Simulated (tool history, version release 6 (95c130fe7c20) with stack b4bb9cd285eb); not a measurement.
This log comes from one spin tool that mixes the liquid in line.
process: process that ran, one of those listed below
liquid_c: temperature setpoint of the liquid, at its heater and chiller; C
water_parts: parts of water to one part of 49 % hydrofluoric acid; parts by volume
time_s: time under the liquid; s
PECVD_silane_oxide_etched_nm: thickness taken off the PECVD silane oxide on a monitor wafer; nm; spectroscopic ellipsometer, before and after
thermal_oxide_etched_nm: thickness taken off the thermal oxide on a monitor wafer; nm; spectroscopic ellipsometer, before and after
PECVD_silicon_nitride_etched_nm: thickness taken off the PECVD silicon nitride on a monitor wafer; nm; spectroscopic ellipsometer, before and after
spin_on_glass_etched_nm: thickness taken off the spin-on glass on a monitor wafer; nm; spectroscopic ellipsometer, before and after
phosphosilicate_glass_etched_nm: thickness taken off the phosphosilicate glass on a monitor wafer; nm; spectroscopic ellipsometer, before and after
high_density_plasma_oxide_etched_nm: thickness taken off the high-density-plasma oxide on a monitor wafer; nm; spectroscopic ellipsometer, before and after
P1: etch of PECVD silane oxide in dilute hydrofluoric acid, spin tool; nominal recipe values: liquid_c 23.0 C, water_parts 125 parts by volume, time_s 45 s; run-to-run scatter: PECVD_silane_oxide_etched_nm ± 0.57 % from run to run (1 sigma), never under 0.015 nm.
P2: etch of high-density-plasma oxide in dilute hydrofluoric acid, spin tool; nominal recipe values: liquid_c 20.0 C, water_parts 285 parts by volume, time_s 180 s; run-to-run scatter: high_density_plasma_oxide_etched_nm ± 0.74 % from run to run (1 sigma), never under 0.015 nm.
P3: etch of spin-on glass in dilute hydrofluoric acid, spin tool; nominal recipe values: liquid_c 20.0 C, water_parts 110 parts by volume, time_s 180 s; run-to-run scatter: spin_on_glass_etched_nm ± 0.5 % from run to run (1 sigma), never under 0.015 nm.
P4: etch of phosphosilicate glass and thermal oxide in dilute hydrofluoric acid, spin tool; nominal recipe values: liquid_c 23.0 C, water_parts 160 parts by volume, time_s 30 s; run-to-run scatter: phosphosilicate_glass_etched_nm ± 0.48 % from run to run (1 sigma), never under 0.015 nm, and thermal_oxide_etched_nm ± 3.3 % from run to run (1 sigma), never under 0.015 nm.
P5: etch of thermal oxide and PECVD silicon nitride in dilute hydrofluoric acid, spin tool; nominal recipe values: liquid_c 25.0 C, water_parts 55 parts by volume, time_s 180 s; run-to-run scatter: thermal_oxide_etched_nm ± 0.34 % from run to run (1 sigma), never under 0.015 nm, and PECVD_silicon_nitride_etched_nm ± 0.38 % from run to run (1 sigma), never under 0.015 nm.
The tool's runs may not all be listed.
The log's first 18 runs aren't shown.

run,hour,process,liquid_c,water_parts,time_s,PECVD_silane_oxide_etched_nm,thermal_oxide_etched_nm,PECVD_silicon_nitride_etched_nm,spin_on_glass_etched_nm,phosphosilicate_glass_etched_nm,high_density_plasma_oxide_etched_nm
19,123.6,P1,23.0,125,45,13.2610,,,,,
20,131.8,P1,29.5,125,15,5.6905,,,,,
21,136.8,P1,23.0,125,45,13.3400,,,,,
22,141.0,P5,25.0,20,180,,50.38000,25.9350,,,
23,144.9,P4,23.0,160,30,,0.85214,,,14.9070,
24,150.8,P1,23.0,125,80,23.5600,,,,,
25,156.0,P2,20.0,490,180,,,,,,1.3516
26,160.9,P4,17.5,160,30,,0.63738,,,12.0370,
27,165.6,P2,20.0,285,295,,,,,,4.5288
28,171.4,P1,23.0,125,45,13.2430,,,,,
29,178.1,P1,29.0,125,45,16.9300,,,,,
30,183.5,P5,25.0,55,180,,17.46800,9.7377,,,
31,191.8,P2,20.0,285,180,,,,,,2.7340
32,196.9,P2,25.5,285,180,,,,,,3.3618
33,203.5,P1,23.0,125,45,13.2650,,,,,
34,211.0,P1,23.0,125,45,13.6810,,,,,
35,217.5,P1,23.0,125,45,13.9410,,,,,
36,222.2,P1,23.0,125,45,13.8320,,,,,
37,225.9,P1,23.0,125,45,14.0640,,,,,
38,233.8,P1,23.0,125,45,14.1890,,,,,
39,239.8,P1,23.0,125,45,14.0980,,,,,
40,244.5,P1,23.0,125,45,14.2170,,,,,
41,250.8,P1,23.0,125,45,14.1980,,,,,

Run 42 is up next; what results do you expect?
42,258.5,P1,23.0,125,45,?,,,,,

{"run 42": {"PECVD_silane_oxide_etched_nm": 14.35}}

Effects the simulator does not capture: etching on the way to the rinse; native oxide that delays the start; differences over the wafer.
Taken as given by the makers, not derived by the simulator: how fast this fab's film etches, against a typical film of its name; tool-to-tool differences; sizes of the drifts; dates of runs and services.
